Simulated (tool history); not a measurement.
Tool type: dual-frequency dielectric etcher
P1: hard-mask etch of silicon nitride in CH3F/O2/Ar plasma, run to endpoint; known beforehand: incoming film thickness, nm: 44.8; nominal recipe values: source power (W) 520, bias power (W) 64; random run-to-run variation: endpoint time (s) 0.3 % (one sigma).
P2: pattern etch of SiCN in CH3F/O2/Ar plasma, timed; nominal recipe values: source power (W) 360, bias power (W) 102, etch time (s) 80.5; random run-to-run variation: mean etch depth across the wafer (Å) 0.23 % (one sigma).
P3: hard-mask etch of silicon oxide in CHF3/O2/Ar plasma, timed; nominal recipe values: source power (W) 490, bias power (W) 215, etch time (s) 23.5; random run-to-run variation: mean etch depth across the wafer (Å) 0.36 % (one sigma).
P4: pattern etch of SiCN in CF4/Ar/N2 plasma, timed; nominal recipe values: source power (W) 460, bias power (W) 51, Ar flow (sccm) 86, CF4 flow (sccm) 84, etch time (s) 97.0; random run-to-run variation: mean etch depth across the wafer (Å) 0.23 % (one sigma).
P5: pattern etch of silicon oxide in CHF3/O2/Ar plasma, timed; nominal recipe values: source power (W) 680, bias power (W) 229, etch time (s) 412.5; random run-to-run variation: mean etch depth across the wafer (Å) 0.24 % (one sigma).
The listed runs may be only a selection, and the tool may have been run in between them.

| run | hour | process that ran | source power (W) | bias power (W) | etch time (s) | Ar flow (sccm) | CF4 flow (sccm) | endpoint time (s) | mean etch depth across the wafer (Å) |
|---|---|---|---|---|---|---|---|---|---|
| 1 | 9.2 | P1 | 520 | 64 |  |  |  | 62.502 |  |
| 2 | 16.8 | P1 | 380 | 51 |  |  |  | 75.581 |  |
| 3 | 24.7 | P5 | 920 | 229 | 412.5 |  |  |  | 10617.00 |
| 4 | 36.7 | P1 | 520 | 44 |  |  |  | 70.166 |  |
| 5 | 43.1 | P4 | 460 | 51 | 127.5 | 86 | 84 |  | 1042.70 |
| 6 | 54.1 | P3 | 490 | 215 | 23.5 |  |  |  | 441.03 |
| 7 | 61.9 | P1 | 520 | 80 |  |  |  | 58.073 |  |
| 8 | 70.3 | P3 | 680 | 215 | 23.5 |  |  |  | 499.19 |
| 9 | 75.8 | P1 | 360 | 64 |  |  |  | 71.734 |  |
| 10 | 86.2 | P2 | 360 | 64 | 80.5 |  |  |  | 284.94 |
| 11 | 95.5 | P2 | 360 | 102 | 44.5 |  |  |  | 186.29 |
| 12 | 107.1 | P1 | 330 | 81 |  |  |  | 68.383 |  |
| 13 | 115.8 | P5 | 680 | 312 | 412.5 |  |  |  | 10539.00 |
| 14 | 125.8 | P4 | 460 | 37 | 97.0 | 86 | 84 |  | 721.53 |
| 15 | 135.8 | P4 | 460 | 51 | 97.0 | 86 | 105 |  | 815.84 |
| 16 | 142.9 | P5 | 680 | 229 | 412.5 |  |  |  | 9455.00 |
|  | 147.3 | source power generator calibrated |
| 17 | 154.0 | P5 | 680 | 229 | 563.5 |  |  |  | 12889.00 |
| 18 | 162.3 | P2 | 360 | 102 | 80.5 |  |  |  | 337.34 |
| 19 | 174.1 | P3 | 490 | 146 | 23.5 |  |  |  | 389.25 |
| 20 | 186.2 | P4 | 580 | 51 | 97.0 | 86 | 84 |  | 973.35 |
| 21 | 198.7 | P4 | 460 | 51 | 97.0 | 55 | 84 |  | 838.69 |
| 22 | 204.8 | P1 | 520 | 64 |  |  |  | 62.361 |  |
| 23 | 214.5 | P2 | 360 | 102 | 80.5 |  |  |  | 339.75 |
| 24 | 224.3 | P4 | 460 | 51 | 97.0 | 86 | 84 |  | 788.82 |
|  | 231.5 | bias power generator calibrated |
| 25 | 235.7 | P1 | 520 | 64 |  |  |  | 62.418 |  |
| 26 | 241.6 | P2 | 220 | 102 | 80.5 |  |  |  | 281.18 |
| 27 | 248.1 | P1 | 660 | 64 |  |  |  | 57.116 |  |
| 28 | 256.9 | P5 | 680 | 229 | 412.5 |  |  |  | 9457.70 |
| 29 | 267.4 | P3 | 490 | 215 | 15.0 |  |  |  | 280.88 |
| 30 | 275.0 | P4 | 460 | 51 | 97.0 | 86 | 84 |  | 793.57 |
| 31 | 281.7 | P1 | 520 | 64 |  |  |  | 62.365 |  |
| 32 | 293.9 | P1 | 520 | 64 |  |  |  | 62.578 |  |
| 33 | 299.9 | P1 | 520 | 64 |  |  |  | 62.078 |  |
| 34 | 308.5 | P1 | 520 | 64 |  |  |  | 61.764 |  |
| 35 | 315.5 | P1 | 520 | 64 |  |  |  | 61.867 |  |
|  | 327.2 | wet clean of the chamber |
| 36 | 327.7 | P1 | 520 | 64 |  |  |  | 61.448 |  |
| 37 | 337.9 | P1 | 520 | 64 |  |  |  | 61.175 |  |
| 38 | 348.9 | P1 | 520 | 64 |  |  |  | 61.403 |  |
| 39 | 358.9 | P1 | 520 | 64 |  |  |  | 61.352 |  |
| 40 | 370.2 | P1 | 520 | 64 |  |  |  | 61.473 |  |

What P1 gives has crept off from where it sat before. The 2 causes that follow fit the log equally well, each at the size noted:
A: bias power that arrives over what is set, % = 4.78
B: source power that arrives over what is set, % = 4.05
The process output started creeping at around hour 293.9.
Every other cause this tool's parts could produce, and why it does not fit the log:
chamber walls in a state that raises the etch rate, %: work on it at hour 327.2, done after the drift set in, did not restore what the process gave before

Question marks stand in for the results of the 4 check runs listed below, each run on one wafer. Under which run would the listed causes show clearly different results?
| check 1 | 381.5 | P3 | 650 | 158 | 23.5 |  |  |  | ? |
| check 2 | 381.5 | P2 | 230 | 102 | 53.0 |  |  |  | ? |
| check 3 | 381.5 | P4 | 460 | 51 | 97.0 | 67 | 97 |  | ? |
| check 4 | 381.5 | P5 | 910 | 229 | 412.5 |  |  |  | ? |

If the cause were each of the candidates in turn, the checks would give the following:
| check | result | if A | if B |
|---|---|---|---|
| check 1 | mean etch depth across the wafer (Å) | 450.25 | 450.28 |
| check 2 | mean etch depth across the wafer (Å) | 192.17 | 191.44 |
| check 3 | mean etch depth across the wafer (Å) | 846.76 | 865.75 |
| check 4 | mean etch depth across the wafer (Å) | 10739.00 | 10729.00 |
How far apart the two closest causes lie, in the result that separates them most: check 1 0.01 %; check 2 0.38 %; check 3 2.22 %; check 4 0.1 %
Check 3 tells the causes apart: in the others they would give nearly the same result.

Running check 3 produced the following: mean etch depth across the wafer (Å) 845.96. Which one of the listed causes fits?

It was cause A: bias power that arrives over what is set, %.
